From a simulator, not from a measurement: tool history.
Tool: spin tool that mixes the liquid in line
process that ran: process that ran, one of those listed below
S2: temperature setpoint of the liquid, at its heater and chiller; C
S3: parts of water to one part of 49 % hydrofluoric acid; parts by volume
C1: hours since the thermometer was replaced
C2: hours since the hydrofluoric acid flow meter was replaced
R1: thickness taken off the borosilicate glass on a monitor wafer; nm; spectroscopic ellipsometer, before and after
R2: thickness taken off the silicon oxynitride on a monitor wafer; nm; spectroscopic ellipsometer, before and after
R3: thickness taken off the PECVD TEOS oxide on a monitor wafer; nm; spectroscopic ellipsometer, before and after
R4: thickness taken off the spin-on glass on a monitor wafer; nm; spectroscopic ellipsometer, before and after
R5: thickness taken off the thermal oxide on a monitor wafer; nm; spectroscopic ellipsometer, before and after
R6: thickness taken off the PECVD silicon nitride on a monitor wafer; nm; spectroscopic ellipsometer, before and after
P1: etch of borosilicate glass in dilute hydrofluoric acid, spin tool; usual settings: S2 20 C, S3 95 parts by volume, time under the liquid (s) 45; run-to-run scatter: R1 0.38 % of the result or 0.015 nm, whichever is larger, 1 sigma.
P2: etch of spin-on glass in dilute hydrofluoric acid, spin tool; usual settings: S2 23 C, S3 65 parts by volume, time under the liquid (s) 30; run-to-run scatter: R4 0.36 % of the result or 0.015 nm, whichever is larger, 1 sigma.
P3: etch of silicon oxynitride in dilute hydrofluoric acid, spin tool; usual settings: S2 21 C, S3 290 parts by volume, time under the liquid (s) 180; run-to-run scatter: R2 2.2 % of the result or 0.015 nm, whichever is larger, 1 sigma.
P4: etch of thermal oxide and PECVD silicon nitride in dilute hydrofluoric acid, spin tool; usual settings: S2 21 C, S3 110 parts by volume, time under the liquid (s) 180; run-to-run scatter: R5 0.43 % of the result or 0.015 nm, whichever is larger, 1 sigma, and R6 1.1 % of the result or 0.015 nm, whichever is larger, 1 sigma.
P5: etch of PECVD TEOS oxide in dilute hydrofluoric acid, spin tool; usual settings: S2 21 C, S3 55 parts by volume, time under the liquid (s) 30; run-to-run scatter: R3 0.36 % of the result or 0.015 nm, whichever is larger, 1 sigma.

Run 1, hour 11.4: process that ran P1, S2 20 C, S3 95 parts by volume, time under the liquid (s) 45; C1 547.2; C2 557.4. Result: R1 20.894 nm.
Run 2, hour 23.6: process that ran P1, S2 20 C, S3 50 parts by volume, time under the liquid (s) 45; C1 559.4; C2 569.6. Result: R1 41.845 nm.
Run 3, hour 32.6: process that ran P3, S2 21 C, S3 290 parts by volume, time under the liquid (s) 300; C1 568.4; C2 578.6. Result: R2 1.9297 nm.
Run 4, hour 42: process that ran P1, S2 20 C, S3 160 parts by volume, time under the liquid (s) 45; C1 577.8; C2 588. Result: R1 11.526 nm.
Run 5, hour 56.1: process that ran P1, S2 20 C, S3 95 parts by volume, time under the liquid (s) 25; C1 591.9; C2 602.1. Result: R1 11.643 nm.
Run 6, hour 68.9: process that ran P1, S2 27.5 C, S3 95 parts by volume, time under the liquid (s) 45; C1 604.7; C2 614.9. Result: R1 28.222 nm.
Run 7, hour 77.8: process that ran P5, S2 27 C, S3 55 parts by volume, time under the liquid (s) 30; C1 613.6; C2 623.8. Result: R3 11.963 nm.
Run 8, hour 87.9: process that ran P2, S2 27.5 C, S3 65 parts by volume, time under the liquid (s) 30; C1 623.7; C2 633.9. Result: R4 17.615 nm.
Run 9, hour 102.1: process that ran P4, S2 21 C, S3 110 parts by volume, time under the liquid (s) 180; C1 637.9; C2 648.1. Result: R5 6.9821 nm, R6 2.5881 nm.
Run 10, hour 113.2: process that ran P2, S2 23 C, S3 100 parts by volume, time under the liquid (s) 30; C1 649; C2 659.2. Result: R4 9.1503 nm.
Run 11, hour 124.9: process that ran P2, S2 23 C, S3 65 parts by volume, time under the liquid (s) 30; C1 660.7; C2 670.9. Result: R4 14.739 nm.
Run 12, hour 134.6: process that ran P3, S2 17 C, S3 290 parts by volume, time under the liquid (s) 180; C1 670.4; C2 680.6. Result: R2 1.023 nm.
Run 13, hour 147.3: process that ran P5, S2 21 C, S3 55 parts by volume, time under the liquid (s) 30; C1 683.1; C2 693.3. Result: R3 9.2854 nm.
Run 14, hour 158.6: process that ran P5, S2 21 C, S3 100 parts by volume, time under the liquid (s) 30; C1 694.4; C2 704.6. Result: R3 4.8396 nm.
Run 15, hour 166.7: process that ran P1, S2 20 C, S3 95 parts by volume, time under the liquid (s) 45; C1 702.5; C2 712.7. Result: R1 20.886 nm.
Run 16, hour 178.3: process that ran P1, S2 20 C, S3 95 parts by volume, time under the liquid (s) 45; C1 714.1; C2 724.3. Result: R1 20.931 nm.
Run 17, hour 185: process that ran P4, S2 21 C, S3 30 parts by volume, time under the liquid (s) 180; C1 720.8; C2 731. Result: R5 28.476 nm, R6 9.4282 nm.
Run 18, hour 193.1: process that ran P1, S2 26 C, S3 95 parts by volume, time under the liquid (s) 20; C1 728.9; C2 739.1. Result: R1 11.741 nm.
Run 19, hour 203.8: process that ran P2, S2 23 C, S3 65 parts by volume, time under the liquid (s) 30; C1 739.6; C2 749.8. Result: R4 14.723 nm.

Forecast run 20:
Run 20, hour 216.9: process that ran P5, S2 21 C, S3 55 parts by volume, time under the liquid (s) 15; C1 752.7; C2 762.9. Result: R3 ?.

{"run 20": {"R3": 4.6319}}
